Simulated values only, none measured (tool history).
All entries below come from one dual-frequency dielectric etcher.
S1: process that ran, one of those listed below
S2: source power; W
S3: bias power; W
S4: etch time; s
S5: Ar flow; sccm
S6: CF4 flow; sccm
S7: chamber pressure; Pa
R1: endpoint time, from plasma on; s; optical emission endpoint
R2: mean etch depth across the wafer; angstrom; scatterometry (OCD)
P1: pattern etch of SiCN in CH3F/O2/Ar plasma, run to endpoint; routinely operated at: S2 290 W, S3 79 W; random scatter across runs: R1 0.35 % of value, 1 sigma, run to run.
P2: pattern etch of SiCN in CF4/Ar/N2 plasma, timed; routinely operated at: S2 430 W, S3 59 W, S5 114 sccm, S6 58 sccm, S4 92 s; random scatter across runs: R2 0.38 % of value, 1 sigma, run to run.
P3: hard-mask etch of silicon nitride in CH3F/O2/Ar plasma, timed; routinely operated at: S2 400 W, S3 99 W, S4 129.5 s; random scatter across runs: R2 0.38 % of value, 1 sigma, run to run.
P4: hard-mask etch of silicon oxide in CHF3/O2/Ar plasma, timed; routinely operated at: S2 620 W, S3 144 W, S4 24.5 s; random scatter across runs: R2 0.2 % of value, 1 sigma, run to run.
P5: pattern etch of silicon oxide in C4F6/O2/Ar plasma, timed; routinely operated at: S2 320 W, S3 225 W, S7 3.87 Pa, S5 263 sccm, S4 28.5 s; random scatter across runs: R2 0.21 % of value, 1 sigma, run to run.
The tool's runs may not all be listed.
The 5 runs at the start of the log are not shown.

Run 6, day 2.675: S1 P1, S2 370 W, S3 98 W. Result: R1 24.417 s.
Run 7, day 3.254: S1 P3, S2 400 W, S3 99 W, S4 129.5 s. Result: R2 1009.2 angstrom.
Run 8, day 3.738: S1 P3, S2 520 W, S3 99 W, S4 129.5 s. Result: R2 1106.4 angstrom.
Run 9, day 4.05: S1 P1, S2 190 W, S3 97 W. Result: R1 31.387 s.
Run 10, day 4.629: S1 P1, S2 290 W, S3 79 W. Result: R1 28.913 s.
Run 11, day 5.029: S1 P1, S2 290 W, S3 79 W. Result: R1 28.901 s.
Run 12, day 5.471: S1 P5, S2 320 W, S3 225 W, S4 28.5 s, S5 263 sccm, S7 5.27 Pa. Result: R2 863.3 angstrom.
Run 13, day 5.788: S1 P5, S2 320 W, S3 148 W, S4 28.5 s, S5 263 sccm, S7 3.87 Pa. Result: R2 779.16 angstrom.
Run 14, day 6.275: S1 P5, S2 200 W, S3 225 W, S4 28.5 s, S5 263 sccm, S7 3.87 Pa. Result: R2 750.8 angstrom.
Run 15, day 6.821: S1 P3, S2 400 W, S3 99 W, S4 129.5 s. Result: R2 1007.9 angstrom.
Run 16, day 7.088: S1 P1, S2 290 W, S3 53 W. Result: R1 33.176 s.
Run 17, day 7.688: S1 P2, S2 430 W, S3 59 W, S4 92 s, S5 147 sccm, S6 58 sccm. Result: R2 637.23 angstrom.
At day 7.692: source power generator calibrated.
Run 18, day 8.254: S1 P5, S2 320 W, S3 225 W, S4 28.5 s, S5 263 sccm, S7 3.87 Pa. Result: R2 895.35 angstrom.
Run 19, day 8.725: S1 P1, S2 350 W, S3 58 W. Result: R1 29.985 s.
Run 20, day 9.108: S1 P2, S2 430 W, S3 59 W, S4 92 s, S5 114 sccm, S6 58 sccm. Result: R2 670.4 angstrom.
Run 21, day 9.65: S1 P1, S2 290 W, S3 79 W. Result: R1 29.178 s.
Run 22, day 10.188: S1 P1, S2 290 W, S3 79 W. Result: R1 28.985 s.
Run 23, day 10.796: S1 P2, S2 250 W, S3 59 W, S4 92 s, S5 114 sccm, S6 58 sccm. Result: R2 412.45 angstrom.
Run 24, day 11.121: S1 P1, S2 200 W, S3 79 W. Result: R1 33.365 s.
Run 25, day 11.442: S1 P1, S2 290 W, S3 97 W. Result: R1 26.694 s.
Run 26, day 11.771: S1 P4, S2 360 W, S3 144 W, S4 24.5 s. Result: R2 376.67 angstrom.

Run 27 has not been measured yet. What should we expect?
Run 27, day 12.033: S1 P5, S2 320 W, S3 225 W, S4 28.5 s, S5 351 sccm, S7 3.87 Pa. Result: R2 ?.

R2: 865.12 angstrom
